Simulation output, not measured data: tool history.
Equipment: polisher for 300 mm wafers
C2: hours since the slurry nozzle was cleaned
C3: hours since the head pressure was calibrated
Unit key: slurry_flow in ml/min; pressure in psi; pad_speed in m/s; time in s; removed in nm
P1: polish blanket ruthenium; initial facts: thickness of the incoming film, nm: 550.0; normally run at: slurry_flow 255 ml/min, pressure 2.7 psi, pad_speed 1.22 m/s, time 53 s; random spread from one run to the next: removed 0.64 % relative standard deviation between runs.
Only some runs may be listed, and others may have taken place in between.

Run 1, hour 6.3: slurry_flow 255 ml/min, pressure 2.7 psi, pad_speed 1.22 m/s, time 53 s; wafers polished on this pad 624; C2 243.8; C3 493.3. Result: removed 118.01 nm.
Run 2, hour 12.2: slurry_flow 360 ml/min, pressure 2.7 psi, pad_speed 1.22 m/s, time 53 s; wafers polished on this pad 667; C2 249.7; C3 499.2. Result: removed 121.65 nm.
At hour 19.6: slurry nozzle cleaned.
Run 3, hour 20.1: slurry_flow 155 ml/min, pressure 2.7 psi, pad_speed 1.22 m/s, time 53 s; wafers polished on this pad 724; C2 0.6; C3 507.1. Result: removed 109.42 nm.
Run 4, hour 29: slurry_flow 255 ml/min, pressure 2.7 psi, pad_speed 1.22 m/s, time 24 s; wafers polished on this pad 788; C2 9.5; C3 516. Result: removed 54.025 nm.
Run 5, hour 35.4: slurry_flow 255 ml/min, pressure 1.3 psi, pad_speed 1.22 m/s, time 25 s; wafers polished on this pad 835; C2 15.9; C3 522.4. Result: removed 26.744 nm.
Run 6, hour 42.8: slurry_flow 255 ml/min, pressure 2.7 psi, pad_speed 1.22 m/s, time 53 s; wafers polished on this pad 888; C2 23.3; C3 529.8. Result: removed 119.31 nm.
Run 7, hour 52.3: slurry_flow 255 ml/min, pressure 1.3 psi, pad_speed 1.22 m/s, time 53 s; wafers polished on this pad 957; C2 32.8; C3 539.3. Result: removed 56.903 nm.
Run 8, hour 58.5: slurry_flow 255 ml/min, pressure 2.7 psi, pad_speed 1.22 m/s, time 53 s; wafers polished on this pad 1002; C2 39; C3 545.5. Result: removed 117.73 nm.
Run 9, hour 63.6: slurry_flow 255 ml/min, pressure 2.7 psi, pad_speed 0.78 m/s, time 53 s; wafers polished on this pad 1039; C2 44.1; C3 550.6. Result: removed 75.163 nm.
Run 10, hour 72.5: slurry_flow 255 ml/min, pressure 2.7 psi, pad_speed 1.22 m/s, time 53 s; wafers polished on this pad 1103; C2 53; C3 559.5. Result: removed 117.15 nm.
Run 11, hour 77.4: slurry_flow 255 ml/min, pressure 2.7 psi, pad_speed 1.92 m/s, time 53 s; wafers polished on this pad 1139; C2 57.9; C3 564.4. Result: removed 185.96 nm.
Run 12, hour 83.2: slurry_flow 255 ml/min, pressure 2.7 psi, pad_speed 1.22 m/s, time 79 s; wafers polished on this pad 1181; C2 63.7; C3 570.2. Result: removed 176.24 nm.
At hour 86.4: head pressure recalibrated.
Run 13, hour 91.6: slurry_flow 255 ml/min, pressure 2.7 psi, pad_speed 1.22 m/s, time 53 s; wafers polished on this pad 1241; C2 72.1; C3 5.3. Result: removed 118.05 nm.
Run 14, hour 102.1: slurry_flow 255 ml/min, pressure 3.6 psi, pad_speed 1.22 m/s, time 53 s; wafers polished on this pad 1317; C2 82.6; C3 15.8. Result: removed 156.6 nm.
Run 15, hour 107.5: slurry_flow 255 ml/min, pressure 2.7 psi, pad_speed 1.22 m/s, time 53 s; wafers polished on this pad 1356; C2 88; C3 21.2. Result: removed 117.94 nm.
Run 16, hour 117: slurry_flow 255 ml/min, pressure 2.7 psi, pad_speed 1.22 m/s, time 53 s; wafers polished on this pad 1425; C2 97.5; C3 30.7. Result: removed 115.94 nm.
Run 17, hour 125.8: slurry_flow 255 ml/min, pressure 2.7 psi, pad_speed 1.22 m/s, time 53 s; wafers polished on this pad 1489; C2 106.3; C3 39.5. Result: removed 114.95 nm.
Run 18, hour 131.4: slurry_flow 255 ml/min, pressure 2.7 psi, pad_speed 1.22 m/s, time 53 s; wafers polished on this pad 1529; C2 111.9; C3 45.1. Result: removed 113.34 nm.
Run 19, hour 141: slurry_flow 255 ml/min, pressure 2.7 psi, pad_speed 1.22 m/s, time 53 s; wafers polished on this pad 1599; C2 121.5; C3 54.7. Result: removed 112.15 nm.
Run 20, hour 148.2: slurry_flow 255 ml/min, pressure 2.7 psi, pad_speed 1.22 m/s, time 53 s; wafers polished on this pad 1651; C2 128.7; C3 61.9. Result: removed 112.84 nm.
At hour 149.2: head pressure recalibrated.
Run 21, hour 156.1: slurry_flow 255 ml/min, pressure 2.7 psi, pad_speed 1.22 m/s, time 53 s; wafers polished on this pad 1708; C2 136.6; C3 6.9. Result: removed 111.93 nm.
Run 22, hour 165.5: slurry_flow 255 ml/min, pressure 2.7 psi, pad_speed 1.22 m/s, time 53 s; wafers polished on this pad 1776; C2 146; C3 16.3. Result: removed 113.44 nm.
Run 23, hour 173: slurry_flow 255 ml/min, pressure 2.7 psi, pad_speed 1.22 m/s, time 53 s; wafers polished on this pad 1830; C2 153.5; C3 23.8. Result: removed 112.95 nm.
Run 24, hour 181.1: slurry_flow 255 ml/min, pressure 2.7 psi, pad_speed 1.22 m/s, time 53 s; wafers polished on this pad 1889; C2 161.6; C3 31.9. Result: removed 111.76 nm.
Run 25, hour 188: slurry_flow 255 ml/min, pressure 2.7 psi, pad_speed 1.22 m/s, time 53 s; wafers polished on this pad 1939; C2 168.5; C3 38.8. Result: removed 111.83 nm.

What P1 gives has crept away from where it was. These 2 causes fit the log equally well, each at the size given:
A: slurry flow missing at the pad, % = 33.4
B: removal rate lost through wear of the pad, % = 5.08
Onset of the creep was near hour 107.5.
Every other cause this tool's parts could produce, and why it does not fit the log:
head's pressure below its setpoint, %: its service at hour 149.2 followed the start of the drift and did not put the process back to its old value

Which of the 4 check runs listed below, each an average over 3 wafers with its results shown as question marks, gives clearly different results under the different listed causes?
Run check 1, hour 194.9: slurry_flow 255 ml/min, pressure 1.4 psi, pad_speed 1.22 m/s, time 24 s. Result: removed ?.
Run check 2, hour 194.9: slurry_flow 255 ml/min, pressure 1.5 psi, pad_speed 1.84 m/s, time 53 s. Result: removed ?.
Run check 3, hour 194.9: slurry_flow 255 ml/min, pressure 2.7 psi, pad_speed 1.46 m/s, time 53 s. Result: removed ?.
Run check 4, hour 194.9: slurry_flow 155 ml/min, pressure 1.4 psi, pad_speed 1.22 m/s, time 53 s. Result: removed ?.

Check results expected under each cause:
  check   result    if A    if B
check 1  removed  26.351  26.352
check 2  removed  94.035  94.037
check 3  removed  134.31  134.31
check 4  removed  52.794  54.429
How far apart the two closest causes lie, in the result that separates them most: check 1 0 %; check 2 0 %; check 3 0 %; check 4 3.05 %
Check 4 distinguishes between the causes, while the remaining checks would return nearly the same result for all of them.

The results of check 4 are: removed 54.65 nm. Based on these, which of the listed causes is it?

B is the cause: removal rate lost through wear of the pad, %.
